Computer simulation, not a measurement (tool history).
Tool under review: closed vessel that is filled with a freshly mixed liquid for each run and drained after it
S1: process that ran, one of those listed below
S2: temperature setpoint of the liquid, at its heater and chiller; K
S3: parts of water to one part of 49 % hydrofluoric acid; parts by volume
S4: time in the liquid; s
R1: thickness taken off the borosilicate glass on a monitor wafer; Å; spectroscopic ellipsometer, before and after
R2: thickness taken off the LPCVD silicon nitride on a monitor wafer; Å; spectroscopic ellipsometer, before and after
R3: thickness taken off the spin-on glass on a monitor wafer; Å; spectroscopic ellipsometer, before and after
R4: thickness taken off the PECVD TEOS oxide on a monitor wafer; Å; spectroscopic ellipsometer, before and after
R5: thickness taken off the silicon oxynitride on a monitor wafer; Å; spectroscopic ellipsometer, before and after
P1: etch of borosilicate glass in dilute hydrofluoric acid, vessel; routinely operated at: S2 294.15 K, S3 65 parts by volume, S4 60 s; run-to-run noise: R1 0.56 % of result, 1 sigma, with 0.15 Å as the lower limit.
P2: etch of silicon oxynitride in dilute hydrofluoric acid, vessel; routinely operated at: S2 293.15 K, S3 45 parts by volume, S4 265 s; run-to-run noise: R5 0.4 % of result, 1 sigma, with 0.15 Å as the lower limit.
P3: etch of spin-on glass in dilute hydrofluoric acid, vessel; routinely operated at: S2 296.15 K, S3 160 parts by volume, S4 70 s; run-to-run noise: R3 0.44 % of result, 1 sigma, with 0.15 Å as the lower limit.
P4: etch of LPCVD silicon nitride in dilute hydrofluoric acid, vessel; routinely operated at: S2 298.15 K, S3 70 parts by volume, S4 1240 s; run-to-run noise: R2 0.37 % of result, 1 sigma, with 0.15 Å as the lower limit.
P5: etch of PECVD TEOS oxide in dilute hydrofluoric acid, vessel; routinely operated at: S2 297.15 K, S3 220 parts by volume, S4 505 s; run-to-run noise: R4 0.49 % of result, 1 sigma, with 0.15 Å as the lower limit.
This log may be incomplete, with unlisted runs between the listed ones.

{"run": 1, "day": 0.446, "S1": "P1", "S2": 294.15, "S3": 65, "S4": 60, "R1": 359.52}
{"run": 2, "day": 0.758, "S1": "P4", "S2": 298.15, "S3": 70, "S4": 1240, "R2": 100.36}
{"run": 3, "day": 1.088, "S1": "P1", "S2": 294.15, "S3": 40, "S4": 60, "R1": 604.78}
{"run": 4, "day": 1.338, "S1": "P1", "S2": 294.15, "S3": 100, "S4": 60, "R1": 223.5}
{"run": 5, "day": 1.867, "S1": "P4", "S2": 302.65, "S3": 70, "S4": 1240, "R2": 134.25}
{"run": 6, "day": 2.25, "S1": "P3", "S2": 296.15, "S3": 160, "S4": 70, "R3": 202.78}
{"run": 7, "day": 2.625, "S1": "P4", "S2": 298.15, "S3": 30, "S4": 1240, "R2": 229.04}
{"run": 8, "day": 2.988, "S1": "P4", "S2": 298.15, "S3": 70, "S4": 235, "R2": 18.867}
{"run": 9, "day": 3.233, "S1": "P3", "S2": 296.15, "S3": 160, "S4": 30, "R3": 87.149}
{"run": 10, "day": 3.642, "S1": "P1", "S2": 294.15, "S3": 65, "S4": 60, "R1": 362.92}
{"run": 11, "day": 4.088, "S1": "P3", "S2": 296.15, "S3": 25, "S4": 70, "R3": 1542.0}
{"run": 12, "day": 4.512, "S1": "P1", "S2": 294.15, "S3": 65, "S4": 60, "R1": 367.3}
{"run": 13, "day": 5.004, "S1": "P1", "S2": 294.15, "S3": 65, "S4": 30, "R1": 180.49}
{"run": 14, "day": 5.542, "S1": "P1", "S2": 294.15, "S3": 65, "S4": 60, "R1": 363.51}
{"run": 15, "day": 5.942, "S1": "P5", "S2": 297.15, "S3": 220, "S4": 505, "R4": 170.54}
{"run": 16, "day": 6.196, "S1": "P2", "S2": 293.15, "S3": 20, "S4": 265, "R5": 353.34}
{"run": 17, "day": 6.688, "S1": "P2", "S2": 293.15, "S3": 45, "S4": 265, "R5": 155.55}
{"run": 18, "day": 6.929, "S1": "P1", "S2": 290.15, "S3": 65, "S4": 60, "R1": 306.85}
{"run": 19, "day": 7.379, "S1": "P5", "S2": 297.15, "S3": 55, "S4": 505, "R4": 829.72}
{"run": 20, "day": 7.788, "S1": "P1", "S2": 294.15, "S3": 65, "S4": 60, "R1": 360.32}
{"run": 21, "day": 8.038, "S1": "P1", "S2": 298.15, "S3": 65, "S4": 60, "R1": 422.71}
{"run": 22, "day": 8.438, "S1": "P4", "S2": 298.15, "S3": 70, "S4": 1240, "R2": 99.496}
{"run": 23, "day": 8.771, "S1": "P5", "S2": 291.65, "S3": 220, "S4": 505, "R4": 140.02}
{"run": 24, "day": 9.1, "S1": "P1", "S2": 294.15, "S3": 65, "S4": 60, "R1": 364.59}
{"run": 25, "day": 9.533, "S1": "P1", "S2": 294.15, "S3": 105, "S4": 95, "R1": 337.9}
{"run": 26, "day": 9.933, "S1": "P2", "S2": 300.65, "S3": 45, "S4": 265, "R5": 223.8}
{"run": 27, "day": 10.183, "S1": "P1", "S2": 299.65, "S3": 110, "S4": 60, "R1": 250.82}
{"run": 28, "day": 10.438, "S1": "P3", "S2": 290.15, "S3": 160, "S4": 70, "R3": 161.06}
{"run": 29, "day": 10.938, "S1": "P5", "S2": 297.15, "S3": 220, "S4": 505, "R4": 169.08}
{"run": 30, "day": 11.342, "S1": "P2", "S2": 293.15, "S3": 45, "S4": 265, "R5": 155.39}
{"run": 31, "day": 11.708, "S1": "P5", "S2": 297.15, "S3": 220, "S4": 65, "R4": 21.83}
{"run": 32, "day": 12.071, "S1": "P2", "S2": 293.15, "S3": 45, "S4": 30, "R5": 17.561}
{"run": 33, "day": 12.304, "S1": "P1", "S2": 294.15, "S3": 65, "S4": 95, "R1": 573.01}
{"run": 34, "day": 12.725, "S1": "P1", "S2": 294.15, "S3": 65, "S4": 60, "R1": 360.73}
{"run": 35, "day": 13.004, "S1": "P1", "S2": 294.15, "S3": 65, "S4": 60, "R1": 362.44}
{"run": 36, "day": 13.542, "S1": "P1", "S2": 294.15, "S3": 65, "S4": 60, "R1": 350.72}
{"run": 37, "day": 13.904, "S1": "P1", "S2": 294.15, "S3": 65, "S4": 60, "R1": 347.25}
{"run": 38, "day": 14.433, "S1": "P1", "S2": 294.15, "S3": 65, "S4": 60, "R1": 343.4}
{"run": 39, "day": 14.825, "S1": "P1", "S2": 294.15, "S3": 65, "S4": 60, "R1": 341.77}
{"run": 40, "day": 15.1, "S1": "P1", "S2": 294.15, "S3": 65, "S4": 60, "R1": 341.98}
{"run": 41, "day": 15.629, "S1": "P1", "S2": 294.15, "S3": 65, "S4": 60, "R1": 341.22}
{"run": 42, "day": 15.95, "S1": "P1", "S2": 294.15, "S3": 65, "S4": 60, "R1": 338.86}
{"run": 43, "day": 16.35, "S1": "P1", "S2": 294.15, "S3": 65, "S4": 60, "R1": 334.64}
{"run": 44, "day": 16.783, "S1": "P1", "S2": 294.15, "S3": 65, "S4": 60, "R1": 341.2}
{"run": 45, "day": 17.117, "S1": "P1", "S2": 294.15, "S3": 65, "S4": 60, "R1": 337.99}

Something has made what P1 gives creep away from where it was; the 2 causes below, each at its own stated size, fit the log equally well:
A: liquid colder than its thermometer reads (K) = 1.6
B: hydrofluoric acid flow below the setpoint (%) = 5.99
Onset of the creep was near day 13.004.

Consider the 4 single-wafer check runs listed below, results given as question marks: which one distinguishes between the causes by giving clearly different results for each?
{"run": "check 1", "day": 17.45, "S1": "P4", "S2": 298.15, "S3": 35, "S4": 695, "R2": "?"}
{"run": "check 2", "day": 17.45, "S1": "P3", "S2": 296.15, "S3": 65, "S4": 30, "R3": "?"}
{"run": "check 3", "day": 17.45, "S1": "P5", "S2": 292.15, "S3": 220, "S4": 80, "R4": "?"}
{"run": "check 4", "day": 17.45, "S1": "P2", "S2": 300.15, "S3": 45, "S4": 35, "R5": "?"}

What each check would give under each cause:
check=check_1 result=R2 if_A=99.322 if_B=104.250
check=check_2 result=R3 if_A=226.530 if_B=226.320
check=check_3 result=R4 if_A=21.074 if_B=20.811
check=check_4 result=R5 if_A=26.800 if_B=27.140
Separation of the two closest causes in each check, using whichever result separates them best: check 1 4.85 %; check 2 0.09 %; check 3 1.26 %; check 4 1.26 %
Check 1 is the one run that separates the causes; every other check would come out nearly the same whichever cause is at work.

Running check 1 produced the following: R2 99.423 Å. Which one of the listed causes fits?

Of the candidate causes, it is A: liquid colder than its thermometer reads (K).

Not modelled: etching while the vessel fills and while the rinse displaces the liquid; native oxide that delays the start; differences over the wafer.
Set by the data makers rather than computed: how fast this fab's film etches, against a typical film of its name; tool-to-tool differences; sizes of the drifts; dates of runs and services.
